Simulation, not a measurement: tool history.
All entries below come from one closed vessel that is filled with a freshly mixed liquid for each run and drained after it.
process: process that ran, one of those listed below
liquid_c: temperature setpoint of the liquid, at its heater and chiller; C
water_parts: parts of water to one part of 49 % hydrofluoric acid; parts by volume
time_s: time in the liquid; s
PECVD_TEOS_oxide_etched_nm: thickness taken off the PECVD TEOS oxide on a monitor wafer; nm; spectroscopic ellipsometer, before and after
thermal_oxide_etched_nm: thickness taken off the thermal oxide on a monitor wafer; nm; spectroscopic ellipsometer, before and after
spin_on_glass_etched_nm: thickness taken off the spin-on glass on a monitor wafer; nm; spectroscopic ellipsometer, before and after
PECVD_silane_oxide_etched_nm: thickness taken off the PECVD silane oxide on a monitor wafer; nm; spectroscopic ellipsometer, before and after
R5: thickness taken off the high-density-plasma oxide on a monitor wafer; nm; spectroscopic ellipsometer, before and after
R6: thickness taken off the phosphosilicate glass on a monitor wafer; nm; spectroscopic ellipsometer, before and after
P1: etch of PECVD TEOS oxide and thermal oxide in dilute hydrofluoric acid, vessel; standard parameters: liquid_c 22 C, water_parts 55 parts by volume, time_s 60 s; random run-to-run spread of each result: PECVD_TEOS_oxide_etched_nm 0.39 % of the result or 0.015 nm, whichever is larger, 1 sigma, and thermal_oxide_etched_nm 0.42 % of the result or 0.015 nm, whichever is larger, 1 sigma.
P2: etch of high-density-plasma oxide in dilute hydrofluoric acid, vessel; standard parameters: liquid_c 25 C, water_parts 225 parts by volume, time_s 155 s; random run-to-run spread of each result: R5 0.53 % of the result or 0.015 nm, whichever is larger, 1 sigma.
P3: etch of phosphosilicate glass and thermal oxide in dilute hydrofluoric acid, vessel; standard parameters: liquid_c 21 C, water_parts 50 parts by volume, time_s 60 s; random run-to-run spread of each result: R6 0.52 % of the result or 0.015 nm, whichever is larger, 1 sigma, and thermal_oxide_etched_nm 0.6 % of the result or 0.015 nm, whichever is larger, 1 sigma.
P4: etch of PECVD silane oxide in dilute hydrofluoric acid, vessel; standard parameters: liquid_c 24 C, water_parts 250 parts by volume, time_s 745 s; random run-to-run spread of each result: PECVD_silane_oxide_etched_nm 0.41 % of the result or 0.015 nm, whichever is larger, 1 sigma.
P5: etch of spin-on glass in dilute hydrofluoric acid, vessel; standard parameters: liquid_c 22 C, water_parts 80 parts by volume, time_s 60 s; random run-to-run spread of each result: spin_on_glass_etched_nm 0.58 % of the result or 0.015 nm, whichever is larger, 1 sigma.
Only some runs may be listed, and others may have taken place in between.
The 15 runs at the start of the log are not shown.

run 16 day=10.4 | process=P3 liquid_c=21 water_parts=50 time_s=60 | thermal_oxide_etched_nm=5.2114 R6=66.437
run 17 day=11.092 | process=P1 liquid_c=22 water_parts=20 time_s=60 | PECVD_TEOS_oxide_etched_nm=88.647 thermal_oxide_etched_nm=14.142
run 18 day=11.442 | process=P2 liquid_c=25 water_parts=225 time_s=155 | R5=4.4662
run 19 day=11.908 | process=P2 liquid_c=25 water_parts=55 time_s=155 | R5=22.273
run 20 day=12.417 | process=P3 liquid_c=21 water_parts=50 time_s=60 | thermal_oxide_etched_nm=5.2083 R6=67.06
run 21 day=12.829 | process=P5 liquid_c=22 water_parts=80 time_s=90 | spin_on_glass_etched_nm=26.268
run 22 day=13.425 | process=P4 liquid_c=29.5 water_parts=250 time_s=745 | PECVD_silane_oxide_etched_nm=57.134
run 23 day=13.958 | process=P3 liquid_c=26.5 water_parts=50 time_s=60 | thermal_oxide_etched_nm=6.5154 R6=83.395
run 24 day=14.438 | process=P4 liquid_c=24 water_parts=435 time_s=745 | PECVD_silane_oxide_etched_nm=22.772
run 25 day=15.15 | process=P3 liquid_c=21 water_parts=20 time_s=60 | thermal_oxide_etched_nm=13.507 R6=173.12
run 26 day=15.867 | process=P5 liquid_c=27.5 water_parts=80 time_s=60 | spin_on_glass_etched_nm=21.636
run 27 day=16.654 | process=P1 liquid_c=22 water_parts=55 time_s=60 | PECVD_TEOS_oxide_etched_nm=30.862 thermal_oxide_etched_nm=4.9421
run 28 day=17.342 | process=P1 liquid_c=22 water_parts=105 time_s=60 | PECVD_TEOS_oxide_etched_nm=15.21 thermal_oxide_etched_nm=2.4229
run 29 day=17.979 | process=P2 liquid_c=25 water_parts=225 time_s=65 | R5=1.8781
run 30 day=18.379 | process=P2 liquid_c=25 water_parts=225 time_s=155 | R5=4.4291
run 31 day=18.875 | process=P5 liquid_c=22 water_parts=20 time_s=60 | spin_on_glass_etched_nm=75.28
run 32 day=19.579 | process=P1 liquid_c=22 water_parts=55 time_s=90 | PECVD_TEOS_oxide_etched_nm=46.032 thermal_oxide_etched_nm=7.4139
run 33 day=20.162 | process=P3 liquid_c=21 water_parts=50 time_s=30 | thermal_oxide_etched_nm=2.6024 R6=33.404
run 34 day=20.912 | process=P1 liquid_c=22 water_parts=55 time_s=60 | PECVD_TEOS_oxide_etched_nm=30.957 thermal_oxide_etched_nm=4.8865
run 35 day=21.596 | process=P1 liquid_c=22 water_parts=55 time_s=60 | PECVD_TEOS_oxide_etched_nm=32.125 thermal_oxide_etched_nm=5.1301
run 36 day=22.112 | process=P1 liquid_c=22 water_parts=55 time_s=60 | PECVD_TEOS_oxide_etched_nm=32.67 thermal_oxide_etched_nm=5.2185
run 37 day=22.729 | process=P1 liquid_c=22 water_parts=55 time_s=60 | PECVD_TEOS_oxide_etched_nm=33.019 thermal_oxide_etched_nm=5.2906

Run 38 has not been measured yet. What should we expect?
run 38 day=23.096 | process=P1 liquid_c=22 water_parts=55 time_s=60 | PECVD_TEOS_oxide_etched_nm=? thermal_oxide_etched_nm=?

PECVD_TEOS_oxide_etched_nm: 32.918 nm
thermal_oxide_etched_nm: 5.279 nm
